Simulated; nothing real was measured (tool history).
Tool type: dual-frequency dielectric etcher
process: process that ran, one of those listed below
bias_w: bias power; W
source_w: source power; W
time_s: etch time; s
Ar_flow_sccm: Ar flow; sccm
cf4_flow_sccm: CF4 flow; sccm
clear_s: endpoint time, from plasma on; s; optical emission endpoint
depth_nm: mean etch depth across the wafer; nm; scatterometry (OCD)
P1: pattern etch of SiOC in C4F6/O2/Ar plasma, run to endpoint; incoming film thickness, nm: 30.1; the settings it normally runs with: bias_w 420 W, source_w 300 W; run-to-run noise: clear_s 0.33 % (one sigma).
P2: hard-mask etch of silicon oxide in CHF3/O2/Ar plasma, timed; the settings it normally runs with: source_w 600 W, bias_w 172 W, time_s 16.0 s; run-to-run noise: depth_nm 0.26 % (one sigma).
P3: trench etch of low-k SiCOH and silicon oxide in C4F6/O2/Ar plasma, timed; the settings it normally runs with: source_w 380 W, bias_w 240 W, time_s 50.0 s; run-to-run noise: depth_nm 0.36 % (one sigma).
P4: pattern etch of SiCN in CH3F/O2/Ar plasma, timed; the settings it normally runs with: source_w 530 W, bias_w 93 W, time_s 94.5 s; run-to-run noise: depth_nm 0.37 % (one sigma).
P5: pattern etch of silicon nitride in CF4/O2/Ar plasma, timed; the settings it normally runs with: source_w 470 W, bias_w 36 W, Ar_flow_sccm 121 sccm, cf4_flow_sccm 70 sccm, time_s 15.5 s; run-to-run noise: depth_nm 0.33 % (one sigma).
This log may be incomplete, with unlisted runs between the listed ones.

run 1 hour=14.9 | process=P1 bias_w=420 source_w=300 | clear_s=12.1350
run 2 hour=30.6 | process=P1 bias_w=257 source_w=300 | clear_s=14.3620
run 3 hour=40.0 | process=P2 bias_w=172 source_w=600 time_s=16.0 | depth_nm=29.540
run 4 hour=48.4 | process=P1 bias_w=420 source_w=240 | clear_s=13.0890
run 5 hour=62.8 | process=P3 bias_w=291 source_w=380 time_s=50.0 | depth_nm=187.050
run 6 hour=79.6 | process=P3 bias_w=240 source_w=480 time_s=50.0 | depth_nm=190.660
run 7 hour=92.2 | process=P2 bias_w=113 source_w=600 time_s=16.0 | depth_nm=25.802
run 8 hour=105.9 | process=P5 bias_w=36 source_w=470 time_s=9.5 Ar_flow_sccm=121 cf4_flow_sccm=70 | depth_nm=13.447
run 9 hour=121.5 | process=P1 bias_w=305 source_w=370 | clear_s=12.5950
run 10 hour=139.0 | process=P5 bias_w=36 source_w=470 time_s=15.5 Ar_flow_sccm=121 cf4_flow_sccm=70 | depth_nm=22.036
run 11 hour=152.4 | process=P1 bias_w=420 source_w=370 | clear_s=11.1210
run 12 hour=161.8 | process=P3 bias_w=240 source_w=380 time_s=50.0 | depth_nm=175.010
run 13 hour=174.6 | process=P3 bias_w=240 source_w=380 time_s=69.0 | depth_nm=242.000
run 14 hour=188.3 | process=P2 bias_w=172 source_w=410 time_s=16.0 | depth_nm=25.340
run 15 hour=203.1 | process=P4 bias_w=93 source_w=410 time_s=94.5 | depth_nm=38.751
run 16 hour=214.5 | process=P1 bias_w=571 source_w=180 | clear_s=13.0150
run 17 hour=225.1 | process=P5 bias_w=36 source_w=470 time_s=15.5 Ar_flow_sccm=81 cf4_flow_sccm=70 | depth_nm=23.469
run 18 hour=237.3 | process=P2 bias_w=172 source_w=600 time_s=19.5 | depth_nm=35.970
run 19 hour=252.9 | process=P3 bias_w=240 source_w=380 time_s=50.0 | depth_nm=174.300
run 20 hour=264.8 | process=P1 bias_w=420 source_w=300 | clear_s=12.0450
run 21 hour=278.4 | process=P4 bias_w=93 source_w=530 time_s=54.5 | depth_nm=24.569
run 22 hour=286.3 | process=P1 bias_w=420 source_w=300 | clear_s=12.0020
run 23 hour=301.2 | process=P1 bias_w=509 source_w=300 | clear_s=11.3060
run 24 hour=313.3 | process=P5 bias_w=36 source_w=470 time_s=15.5 Ar_flow_sccm=121 cf4_flow_sccm=89 | depth_nm=22.823
run 25 hour=331.0 | process=P4 bias_w=93 source_w=530 time_s=94.5 | depth_nm=42.612
run 26 hour=340.6 | process=P4 bias_w=74 source_w=530 time_s=94.5 | depth_nm=39.436
run 27 hour=350.4 | process=P5 bias_w=36 source_w=560 time_s=15.5 Ar_flow_sccm=121 cf4_flow_sccm=70 | depth_nm=25.587
run 28 hour=358.8 | process=P1 bias_w=538 source_w=420 | clear_s=9.7382
run 29 hour=369.8 | process=P5 bias_w=46 source_w=470 time_s=15.5 Ar_flow_sccm=121 cf4_flow_sccm=70 | depth_nm=24.080
run 30 hour=384.0 | process=P1 bias_w=420 source_w=300 | clear_s=12.0550
run 31 hour=394.6 | process=P2 bias_w=172 source_w=600 time_s=16.0 | depth_nm=29.529
run 32 hour=403.2 | process=P1 bias_w=420 source_w=300 | clear_s=12.0410
run 33 hour=421.2 | process=P1 bias_w=420 source_w=300 | clear_s=12.0570
run 34 hour=435.9 | process=P1 bias_w=420 source_w=300 | clear_s=12.1730
run 35 hour=448.3 | process=P1 bias_w=420 source_w=300 | clear_s=12.1860
run 36 hour=463.1 | process=P1 bias_w=420 source_w=300 | clear_s=12.2800
run 37 hour=473.7 | process=P1 bias_w=420 source_w=300 | clear_s=12.2360
-- hour=477.5 wet clean of the chamber
run 38 hour=485.4 | process=P1 bias_w=420 source_w=300 | clear_s=12.2830
run 39 hour=497.4 | process=P1 bias_w=420 source_w=300 | clear_s=12.3260
run 40 hour=512.1 | process=P1 bias_w=420 source_w=300 | clear_s=12.2700

Something has made what P1 gives creep away from where it was; the 2 causes below, each at its own stated size, fit the log equally well:
A: source power that arrives under what is set, % = 4.42
B: bias power that arrives under what is set, % = 4.44
The process output started creeping at around hour 421.2.
Every other cause this tool's parts could produce, and why it does not fit the log:
chamber walls in a state that lowers the etch rate, %: serviced at hour 477.5, which brought nothing back

The 4 check runs listed below each average the results of 2 wafers, and their outcomes are marked with question marks. Under which run would the listed causes produce clearly different results?
run check 1 hour=526.8 | process=P4 bias_w=93 source_w=530 time_s=94.5 | depth_nm=?
run check 2 hour=526.8 | process=P5 bias_w=36 source_w=470 time_s=15.5 Ar_flow_sccm=121 cf4_flow_sccm=70 | depth_nm=?
run check 3 hour=526.8 | process=P3 bias_w=240 source_w=380 time_s=50.0 | depth_nm=?
run check 4 hour=526.8 | process=P2 bias_w=172 source_w=600 time_s=16.0 | depth_nm=?

If the cause were each of the candidates in turn, the checks would give the following:
check=check_1 result=depth_nm if_A=42.019 if_B=42.032
check=check_2 result=depth_nm if_A=21.146 if_B=21.620
check=check_3 result=depth_nm if_A=171.800 if_B=172.150
check=check_4 result=depth_nm if_A=28.992 if_B=29.058
Per check, the gap between the least separated pair of causes, taken in the result that splits them most: check 1 0.03 %; check 2 2.21 %; check 3 0.21 %; check 4 0.23 %
The other checks would show nearly matching results whichever cause is true, so check 2 is the only one that separates the causes.

With check 2 done, the readings were: depth_nm 21.712 nm. Identify which of the listed causes applies.

Of the candidate causes, it is B: bias power that arrives under what is set, %.

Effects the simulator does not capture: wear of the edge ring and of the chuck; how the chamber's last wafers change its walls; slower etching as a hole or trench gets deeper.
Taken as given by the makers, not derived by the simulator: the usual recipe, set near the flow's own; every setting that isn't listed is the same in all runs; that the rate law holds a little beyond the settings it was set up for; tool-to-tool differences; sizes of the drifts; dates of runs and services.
